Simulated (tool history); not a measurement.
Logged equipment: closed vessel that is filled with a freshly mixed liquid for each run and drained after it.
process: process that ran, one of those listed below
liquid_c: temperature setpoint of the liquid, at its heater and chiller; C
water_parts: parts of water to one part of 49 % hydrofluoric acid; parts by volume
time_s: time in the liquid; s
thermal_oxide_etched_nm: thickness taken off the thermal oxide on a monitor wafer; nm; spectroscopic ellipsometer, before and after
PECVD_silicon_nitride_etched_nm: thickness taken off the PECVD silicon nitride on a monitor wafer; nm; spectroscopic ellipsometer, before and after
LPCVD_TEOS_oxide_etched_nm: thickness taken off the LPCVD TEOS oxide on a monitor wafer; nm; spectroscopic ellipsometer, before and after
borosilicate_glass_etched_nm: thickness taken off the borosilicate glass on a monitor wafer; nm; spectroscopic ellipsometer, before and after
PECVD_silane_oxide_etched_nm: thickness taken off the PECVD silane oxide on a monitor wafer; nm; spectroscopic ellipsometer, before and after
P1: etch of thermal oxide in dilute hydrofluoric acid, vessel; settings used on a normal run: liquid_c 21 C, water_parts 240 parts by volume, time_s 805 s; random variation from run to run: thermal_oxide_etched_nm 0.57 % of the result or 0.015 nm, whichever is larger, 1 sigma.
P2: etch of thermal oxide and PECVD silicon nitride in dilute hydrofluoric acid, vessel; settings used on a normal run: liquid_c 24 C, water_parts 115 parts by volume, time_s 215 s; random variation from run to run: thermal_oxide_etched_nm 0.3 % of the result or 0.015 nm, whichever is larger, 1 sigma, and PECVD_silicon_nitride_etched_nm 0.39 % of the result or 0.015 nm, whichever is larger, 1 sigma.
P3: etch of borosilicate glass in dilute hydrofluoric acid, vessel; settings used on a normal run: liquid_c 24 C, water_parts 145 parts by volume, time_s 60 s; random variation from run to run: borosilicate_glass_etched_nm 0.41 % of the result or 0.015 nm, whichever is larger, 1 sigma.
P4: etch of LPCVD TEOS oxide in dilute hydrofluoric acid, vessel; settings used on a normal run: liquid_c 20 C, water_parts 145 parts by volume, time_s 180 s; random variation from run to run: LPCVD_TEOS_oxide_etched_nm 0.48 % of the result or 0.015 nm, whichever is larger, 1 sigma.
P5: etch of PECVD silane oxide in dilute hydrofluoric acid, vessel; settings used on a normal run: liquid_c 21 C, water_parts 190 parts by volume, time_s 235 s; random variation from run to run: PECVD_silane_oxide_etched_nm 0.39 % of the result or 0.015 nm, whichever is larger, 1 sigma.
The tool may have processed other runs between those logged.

run   hour  process  liquid_c  water_parts  time_s  hours since the thermometer was replaced  hours since the hydrofluoric acid flow meter was replaced  thermal_oxide_etched_nm  PECVD_silicon_nitride_etched_nm  LPCVD_TEOS_oxide_etched_nm  borosilicate_glass_etched_nm  PECVD_silane_oxide_etched_nm
  1    7.3       P1        21          240     805                                    1173.2                                                      387.0                  11.9870
  2   13.2       P1        27          240     805                                    1179.1                                                      392.9                  14.9090
  3   18.5       P1        21          240     805                                    1184.4                                                      398.2                  12.0850
  4   23.2       P1        21          240     805                                    1189.1                                                      402.9                  11.9890
  5   29.0       P2        24          160     215                                    1194.9                                                      408.7                   5.7148                           4.0068
  6   35.2       P1        21          240     805                                    1201.1                                                      414.9                  12.0450
  7   38.6       P4        20          145     180                                    1204.5                                                      418.3                                                                                40.862
  8   43.7       P2        24          115     215                                    1209.6                                                      423.4                   8.3254                           5.5806
  9   49.4       P1        21          240     805                                    1215.3                                                      429.1                  11.9800
 10   52.7       P3        24          225      60                                    1218.6                                                      432.4                                                                                                              9.1916
 11   59.2       P1        21          240     805                                    1225.1                                                      438.9                  12.1120
 12   66.2       P3        29          145      60                                    1232.1                                                      445.9                                                                                                             18.9160
 13   72.7       P1        21          240     320                                    1238.6                                                      452.4                   4.7855
 14   78.6       P5        21          190     235                                    1244.5                                                      458.3                                                                                                                                            31.421
 15   84.1       P3        24          145      60                                    1250.0                                                      463.8                                                                                                             15.6850
 16   90.0       P5        21          190     235                                    1255.9                                                      469.7                                                                                                                                            31.489
 17   94.5       P2        31          115     215                                    1260.4                                                      474.2                  10.8360                           8.7752
 18   99.8       P4        20          145     180                                    1265.7                                                      479.5                                                                                40.855
 19  106.1       P1        17          240     805                                    1272.0                                                      485.8                  10.3360
 20  111.5       P2        24          115      40                                    1277.4                                                      491.2                   1.5617                           1.0422

What does the tool deliver on the next run?
 21  115.9       P3        24          145      85                                    1281.8                                                      495.6                                                                                                                   ?

{"run 21": {"borosilicate_glass_etched_nm": 22.195}}
